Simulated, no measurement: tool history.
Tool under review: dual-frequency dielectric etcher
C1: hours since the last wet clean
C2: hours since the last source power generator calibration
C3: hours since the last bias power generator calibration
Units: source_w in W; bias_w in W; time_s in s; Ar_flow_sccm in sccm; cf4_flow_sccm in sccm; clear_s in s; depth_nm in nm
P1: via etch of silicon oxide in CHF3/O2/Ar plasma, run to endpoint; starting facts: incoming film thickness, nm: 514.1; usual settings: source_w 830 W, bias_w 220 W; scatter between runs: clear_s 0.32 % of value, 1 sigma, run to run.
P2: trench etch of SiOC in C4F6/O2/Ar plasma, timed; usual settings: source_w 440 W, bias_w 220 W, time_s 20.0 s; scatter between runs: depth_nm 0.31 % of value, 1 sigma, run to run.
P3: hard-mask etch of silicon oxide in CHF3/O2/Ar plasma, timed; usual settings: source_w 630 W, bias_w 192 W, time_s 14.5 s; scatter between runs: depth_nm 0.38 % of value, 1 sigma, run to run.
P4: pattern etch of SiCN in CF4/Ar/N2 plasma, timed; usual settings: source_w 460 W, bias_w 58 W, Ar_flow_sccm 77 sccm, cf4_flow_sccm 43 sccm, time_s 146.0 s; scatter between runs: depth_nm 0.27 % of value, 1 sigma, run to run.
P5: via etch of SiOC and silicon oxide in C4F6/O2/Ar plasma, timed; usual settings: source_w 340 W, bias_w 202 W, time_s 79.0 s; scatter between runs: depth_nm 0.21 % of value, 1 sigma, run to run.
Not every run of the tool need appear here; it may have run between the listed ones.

{"run": 1, "day": 0.421, "process": "P1", "source_w": 830, "bias_w": 220, "C1": 202.8, "C2": 530.4, "C3": 523.0, "clear_s": 220.74}
{"run": 2, "day": 0.975, "process": "P2", "source_w": 440, "bias_w": 267, "time_s": 20.0, "C1": 216.1, "C2": 543.7, "C3": 536.3, "depth_nm": 49.579}
{"run": 3, "day": 1.317, "process": "P5", "source_w": 340, "bias_w": 202, "time_s": 43.5, "C1": 224.3, "C2": 551.9, "C3": 544.5, "depth_nm": 47.382}
{"run": 4, "day": 2.008, "process": "P3", "source_w": 440, "bias_w": 192, "time_s": 14.5, "C1": 240.9, "C2": 568.5, "C3": 561.1, "depth_nm": 26.219}
{"run": 5, "day": 2.412, "process": "P4", "source_w": 460, "bias_w": 58, "time_s": 146.0, "Ar_flow_sccm": 77, "cf4_flow_sccm": 43, "C1": 250.6, "C2": 578.2, "C3": 570.8, "depth_nm": 113.01}
{"run": 6, "day": 3.133, "process": "P5", "source_w": 470, "bias_w": 202, "time_s": 79.0, "C1": 267.9, "C2": 595.5, "C3": 588.1, "depth_nm": 97.488}
{"run": 7, "day": 3.75, "process": "P2", "source_w": 440, "bias_w": 220, "time_s": 30.0, "C1": 282.7, "C2": 610.3, "C3": 602.9, "depth_nm": 69.496}
{"run": 8, "day": 4.321, "process": "P1", "source_w": 1130, "bias_w": 264, "C1": 296.4, "C2": 624.0, "C3": 616.6, "clear_s": 185.27}
{"run": 9, "day": 4.883, "process": "P4", "source_w": 460, "bias_w": 37, "time_s": 146.0, "Ar_flow_sccm": 77, "cf4_flow_sccm": 43, "C1": 309.9, "C2": 637.5, "C3": 630.1, "depth_nm": 98.207}
{"run": 10, "day": 5.233, "process": "P1", "source_w": 830, "bias_w": 220, "C1": 318.3, "C2": 645.9, "C3": 638.5, "clear_s": 219.48}
{"run": 11, "day": 5.767, "process": "P4", "source_w": 460, "bias_w": 58, "time_s": 146.0, "Ar_flow_sccm": 77, "cf4_flow_sccm": 43, "C1": 331.1, "C2": 658.7, "C3": 651.3, "depth_nm": 113.78}
{"run": 12, "day": 6.438, "process": "P4", "source_w": 460, "bias_w": 58, "time_s": 146.0, "Ar_flow_sccm": 77, "cf4_flow_sccm": 55, "C1": 347.2, "C2": 674.8, "C3": 667.4, "depth_nm": 118.54}
{"run": 13, "day": 7.033, "process": "P1", "source_w": 580, "bias_w": 220, "C1": 361.5, "C2": 689.1, "C3": 681.7, "clear_s": 251.12}
{"run": 14, "day": 7.75, "process": "P1", "source_w": 830, "bias_w": 267, "C1": 378.7, "C2": 706.3, "C3": 698.9, "clear_s": 206.25}
{"run": 15, "day": 8.283, "process": "P3", "source_w": 630, "bias_w": 192, "time_s": 8.5, "C1": 391.5, "C2": 719.1, "C3": 711.7, "depth_nm": 17.565}
{"run": 16, "day": 8.671, "process": "P1", "source_w": 830, "bias_w": 220, "C1": 400.8, "C2": 728.4, "C3": 721.0, "clear_s": 220.21}
{"run": 17, "day": 9.3, "process": "P1", "source_w": 830, "bias_w": 220, "C1": 415.9, "C2": 743.5, "C3": 736.1, "clear_s": 221.74}
{"run": 18, "day": 9.875, "process": "P5", "source_w": 340, "bias_w": 127, "time_s": 79.0, "C1": 429.7, "C2": 757.3, "C3": 749.9, "depth_nm": 74.481}
{"run": 19, "day": 10.521, "process": "P3", "source_w": 630, "bias_w": 235, "time_s": 14.5, "C1": 445.2, "C2": 772.8, "C3": 765.4, "depth_nm": 32.292}
{"run": 20, "day": 11.254, "process": "P1", "source_w": 830, "bias_w": 136, "C1": 462.8, "C2": 790.4, "C3": 783.0, "clear_s": 258.79}
{"run": 21, "day": 11.721, "process": "P3", "source_w": 630, "bias_w": 192, "time_s": 14.5, "C1": 474.0, "C2": 801.6, "C3": 794.2, "depth_nm": 30.054}
{"run": 22, "day": 12.258, "process": "P4", "source_w": 330, "bias_w": 58, "time_s": 146.0, "Ar_flow_sccm": 77, "cf4_flow_sccm": 43, "C1": 486.9, "C2": 814.5, "C3": 807.1, "depth_nm": 84.821}
{"run": 23, "day": 12.871, "process": "P4", "source_w": 460, "bias_w": 58, "time_s": 98.5, "Ar_flow_sccm": 77, "cf4_flow_sccm": 43, "C1": 501.6, "C2": 829.2, "C3": 821.8, "depth_nm": 76.904}
{"run": 24, "day": 13.208, "process": "P5", "source_w": 340, "bias_w": 202, "time_s": 79.0, "C1": 509.7, "C2": 837.3, "C3": 829.9, "depth_nm": 85.898}
{"run": 25, "day": 13.642, "process": "P1", "source_w": 830, "bias_w": 220, "C1": 520.1, "C2": 847.7, "C3": 840.3, "clear_s": 220.54}
{"run": 26, "day": 14.104, "process": "P1", "source_w": 830, "bias_w": 220, "C1": 531.2, "C2": 858.8, "C3": 851.4, "clear_s": 220.85}
{"run": 27, "day": 14.792, "process": "P1", "source_w": 990, "bias_w": 220, "C1": 547.7, "C2": 875.3, "C3": 867.9, "clear_s": 205.41}
{"day": 14.829, "done": "source power generator calibrated"}
{"run": 28, "day": 15.121, "process": "P2", "source_w": 440, "bias_w": 220, "time_s": 20.0, "C1": 555.6, "C2": 7.0, "C3": 875.8, "depth_nm": 46.308}
{"run": 29, "day": 15.45, "process": "P2", "source_w": 620, "bias_w": 220, "time_s": 20.0, "C1": 563.5, "C2": 14.9, "C3": 883.7, "depth_nm": 52.714}
{"run": 30, "day": 15.829, "process": "P4", "source_w": 460, "bias_w": 58, "time_s": 146.0, "Ar_flow_sccm": 49, "cf4_flow_sccm": 43, "C1": 572.6, "C2": 24.0, "C3": 892.8, "depth_nm": 122.61}
{"run": 31, "day": 16.467, "process": "P1", "source_w": 570, "bias_w": 306, "C1": 587.9, "C2": 39.3, "C3": 908.1, "clear_s": 226.41}
{"run": 32, "day": 16.875, "process": "P1", "source_w": 830, "bias_w": 220, "C1": 597.7, "C2": 49.1, "C3": 917.9, "clear_s": 220.99}
{"run": 33, "day": 17.4, "process": "P1", "source_w": 970, "bias_w": 300, "C1": 610.3, "C2": 61.7, "C3": 930.5, "clear_s": 186.84}
{"run": 34, "day": 17.725, "process": "P1", "source_w": 830, "bias_w": 220, "C1": 618.1, "C2": 69.5, "C3": 938.3, "clear_s": 220.16}
{"run": 35, "day": 18.075, "process": "P1", "source_w": 830, "bias_w": 220, "C1": 626.5, "C2": 77.9, "C3": 946.7, "clear_s": 221.53}
{"run": 36, "day": 18.55, "process": "P1", "source_w": 830, "bias_w": 220, "C1": 637.9, "C2": 89.3, "C3": 958.1, "clear_s": 221.86}
{"run": 37, "day": 18.983, "process": "P1", "source_w": 830, "bias_w": 220, "C1": 648.3, "C2": 99.7, "C3": 968.5, "clear_s": 222.79}
{"run": 38, "day": 19.408, "process": "P1", "source_w": 830, "bias_w": 220, "C1": 658.5, "C2": 109.9, "C3": 978.7, "clear_s": 223.15}
{"run": 39, "day": 20.138, "process": "P1", "source_w": 830, "bias_w": 220, "C1": 676.0, "C2": 127.4, "C3": 996.2, "clear_s": 224.1}
{"day": 20.796, "done": "wet clean of the chamber"}
{"run": 40, "day": 20.871, "process": "P1", "source_w": 830, "bias_w": 220, "C1": 1.8, "C2": 145.0, "C3": 1013.8, "clear_s": 223.94}
{"run": 41, "day": 21.388, "process": "P1", "source_w": 830, "bias_w": 220, "C1": 14.2, "C2": 157.4, "C3": 1026.2, "clear_s": 224.22}
{"run": 42, "day": 21.879, "process": "P1", "source_w": 830, "bias_w": 220, "C1": 26.0, "C2": 169.2, "C3": 1038.0, "clear_s": 223.97}
{"run": 43, "day": 22.321, "process": "P1", "source_w": 830, "bias_w": 220, "C1": 36.6, "C2": 179.8, "C3": 1048.6, "clear_s": 223.99}
{"run": 44, "day": 22.883, "process": "P1", "source_w": 830, "bias_w": 220, "C1": 50.1, "C2": 193.3, "C3": 1062.1, "clear_s": 223.81}

Compared with where it was, what P1 gives has crept away. Each cause listed below fits the log as well as the rest, at the size given for it:
A: source power that arrives under what is set, % = 4.07
B: bias power that arrives under what is set, % = 4.54
Creep in the process output first set in at about day 17.725.
Other possible causes, and why each is ruled out:
chamber walls in a state that lowers the etch rate, %: its service at day 20.796 followed the start of the drift and did not put the process back to its old value

Of the 4 check runs listed below, each run on one wafer and each result written as a question mark, which would let you distinguish the listed causes because they would give clearly different results?
{"run": "check 1", "day": 23.446, "process": "P2", "source_w": 440, "bias_w": 220, "time_s": 20.0, "depth_nm": "?"}
{"run": "check 2", "day": 23.446, "process": "P5", "source_w": 340, "bias_w": 202, "time_s": 79.0, "depth_nm": "?"}
{"run": "check 3", "day": 23.446, "process": "P4", "source_w": 460, "bias_w": 58, "time_s": 146.0, "Ar_flow_sccm": 77, "cf4_flow_sccm": 43, "depth_nm": "?"}
{"run": "check 4", "day": 23.446, "process": "P3", "source_w": 630, "bias_w": 192, "time_s": 14.5, "depth_nm": "?"}

If the cause were each of the candidates in turn, the checks would give the following:
check=check_1 result=depth_nm if_A=45.496 if_B=45.535
check=check_2 result=depth_nm if_A=84.614 if_B=84.657
check=check_3 result=depth_nm if_A=109.620 if_B=111.910
check=check_4 result=depth_nm if_A=29.547 if_B=29.551
Separation of the two closest causes in each check, using whichever result separates them best: check 1 0.08 %; check 2 0.05 %; check 3 2.07 %; check 4 0.01 %
Check 3 tells the causes apart: in the others they would give nearly the same result.

Check 3 was carried out, with these results: depth_nm 111.630 nm. Which of the listed causes is responsible?

It is B: bias power that arrives under what is set, %.

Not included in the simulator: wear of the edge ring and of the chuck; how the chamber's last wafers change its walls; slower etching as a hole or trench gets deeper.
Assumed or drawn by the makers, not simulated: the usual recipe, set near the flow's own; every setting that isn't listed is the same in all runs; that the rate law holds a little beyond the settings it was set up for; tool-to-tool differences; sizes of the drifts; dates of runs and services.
